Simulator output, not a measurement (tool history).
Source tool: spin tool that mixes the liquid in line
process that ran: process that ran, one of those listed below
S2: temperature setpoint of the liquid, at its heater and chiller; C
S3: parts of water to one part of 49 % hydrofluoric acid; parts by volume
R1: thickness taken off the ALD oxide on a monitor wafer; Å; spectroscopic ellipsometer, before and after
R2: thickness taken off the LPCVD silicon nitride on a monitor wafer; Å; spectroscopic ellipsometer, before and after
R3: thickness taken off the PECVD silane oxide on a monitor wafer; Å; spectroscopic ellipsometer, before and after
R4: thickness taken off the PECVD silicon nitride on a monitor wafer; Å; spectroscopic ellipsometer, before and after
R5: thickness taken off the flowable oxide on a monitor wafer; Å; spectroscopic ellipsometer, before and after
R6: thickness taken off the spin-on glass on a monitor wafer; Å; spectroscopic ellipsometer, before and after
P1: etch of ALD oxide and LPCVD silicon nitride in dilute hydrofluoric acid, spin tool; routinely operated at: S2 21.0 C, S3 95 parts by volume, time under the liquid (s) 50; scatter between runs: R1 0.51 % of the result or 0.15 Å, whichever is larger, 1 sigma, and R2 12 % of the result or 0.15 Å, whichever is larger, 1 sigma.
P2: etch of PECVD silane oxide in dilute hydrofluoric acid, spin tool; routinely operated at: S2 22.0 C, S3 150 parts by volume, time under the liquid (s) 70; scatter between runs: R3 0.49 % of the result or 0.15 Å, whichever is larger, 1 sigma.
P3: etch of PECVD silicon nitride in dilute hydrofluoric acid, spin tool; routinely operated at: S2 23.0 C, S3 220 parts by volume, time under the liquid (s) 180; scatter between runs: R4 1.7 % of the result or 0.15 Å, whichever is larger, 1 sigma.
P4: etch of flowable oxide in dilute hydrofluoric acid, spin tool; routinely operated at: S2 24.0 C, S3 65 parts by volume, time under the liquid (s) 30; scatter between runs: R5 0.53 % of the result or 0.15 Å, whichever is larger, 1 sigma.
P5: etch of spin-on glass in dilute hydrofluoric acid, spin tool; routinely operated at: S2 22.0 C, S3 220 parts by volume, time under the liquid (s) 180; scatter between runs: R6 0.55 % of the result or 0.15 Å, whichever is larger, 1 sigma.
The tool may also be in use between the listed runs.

{"run": 1, "hour": 10.5, "process that ran": "P1", "S2": 21.0, "S3": 95, "time under the liquid (s)": 50, "R1": 88.419, "R2": 2.2807}
{"run": 2, "hour": 16.2, "process that ran": "P1", "S2": 28.5, "S3": 40, "time under the liquid (s)": 50, "R1": 310.88, "R2": 8.0151}
{"run": 3, "hour": 25.8, "process that ran": "P2", "S2": 17.0, "S3": 150, "time under the liquid (s)": 70, "R3": 167.06}
{"run": 4, "hour": 31.0, "process that ran": "P1", "S2": 21.0, "S3": 95, "time under the liquid (s)": 50, "R1": 89.542, "R2": 1.8255}
{"run": 5, "hour": 39.4, "process that ran": "P1", "S2": 21.0, "S3": 95, "time under the liquid (s)": 50, "R1": 89.059, "R2": 1.4609}
{"run": 6, "hour": 47.2, "process that ran": "P1", "S2": 21.0, "S3": 155, "time under the liquid (s)": 90, "R1": 91.855, "R2": 2.7009}
{"run": 7, "hour": 53.7, "process that ran": "P2", "S2": 22.0, "S3": 150, "time under the liquid (s)": 70, "R3": 203.93}
{"run": 8, "hour": 58.9, "process that ran": "P1", "S2": 21.0, "S3": 95, "time under the liquid (s)": 50, "R1": 89.755, "R2": 2.0298}
{"run": 9, "hour": 64.1, "process that ran": "P3", "S2": 17.0, "S3": 220, "time under the liquid (s)": 180, "R4": 11.01}
{"run": 10, "hour": 70.9, "process that ran": "P4", "S2": 24.0, "S3": 100, "time under the liquid (s)": 30, "R5": 188.91}
{"run": 11, "hour": 78.9, "process that ran": "P5", "S2": 17.0, "S3": 220, "time under the liquid (s)": 180, "R6": 198.37}
{"run": 12, "hour": 84.0, "process that ran": "P1", "S2": 21.0, "S3": 95, "time under the liquid (s)": 75, "R1": 133.04, "R2": 3.366}
{"run": 13, "hour": 90.4, "process that ran": "P1", "S2": 21.0, "S3": 140, "time under the liquid (s)": 50, "R1": 57.062, "R2": 1.3287}
{"run": 14, "hour": 99.2, "process that ran": "P4", "S2": 24.0, "S3": 65, "time under the liquid (s)": 15, "R5": 151.65}
{"run": 15, "hour": 104.1, "process that ran": "P1", "S2": 17.0, "S3": 95, "time under the liquid (s)": 50, "R1": 75.538, "R2": 1.1558}
{"run": 16, "hour": 111.5, "process that ran": "P2", "S2": 22.0, "S3": 95, "time under the liquid (s)": 70, "R3": 345.36}
{"run": 17, "hour": 121.7, "process that ran": "P2", "S2": 22.0, "S3": 150, "time under the liquid (s)": 70, "R3": 204.62}
{"run": 18, "hour": 128.7, "process that ran": "P1", "S2": 26.5, "S3": 95, "time under the liquid (s)": 50, "R1": 110.07, "R2": 3.132}
{"run": 19, "hour": 134.6, "process that ran": "P4", "S2": 32.0, "S3": 65, "time under the liquid (s)": 30, "R5": 411.21}
{"run": 20, "hour": 144.0, "process that ran": "P3", "S2": 23.0, "S3": 50, "time under the liquid (s)": 180, "R4": 69.387}
{"run": 21, "hour": 149.6, "process that ran": "P5", "S2": 22.0, "S3": 220, "time under the liquid (s)": 180, "R6": 243.07}
{"run": 22, "hour": 154.7, "process that ran": "P1", "S2": 21.0, "S3": 40, "time under the liquid (s)": 50, "R1": 227.77, "R2": 4.6485}
{"run": 23, "hour": 159.6, "process that ran": "P4", "S2": 24.0, "S3": 65, "time under the liquid (s)": 30, "R5": 303.28}
{"run": 24, "hour": 168.6, "process that ran": "P5", "S2": 22.0, "S3": 220, "time under the liquid (s)": 20, "R6": 26.753}
{"run": 25, "hour": 173.7, "process that ran": "P5", "S2": 22.0, "S3": 220, "time under the liquid (s)": 180, "R6": 241.21}

What does the tool deliver on the next run?
{"hour": 175.0, "done": "thermometer replaced"}
{"run": 26, "hour": 182.4, "process that ran": "P3", "S2": 23.0, "S3": 220, "time under the liquid (s)": 180, "R4": "?"}

{"run 26": {"R4": 15.908}}
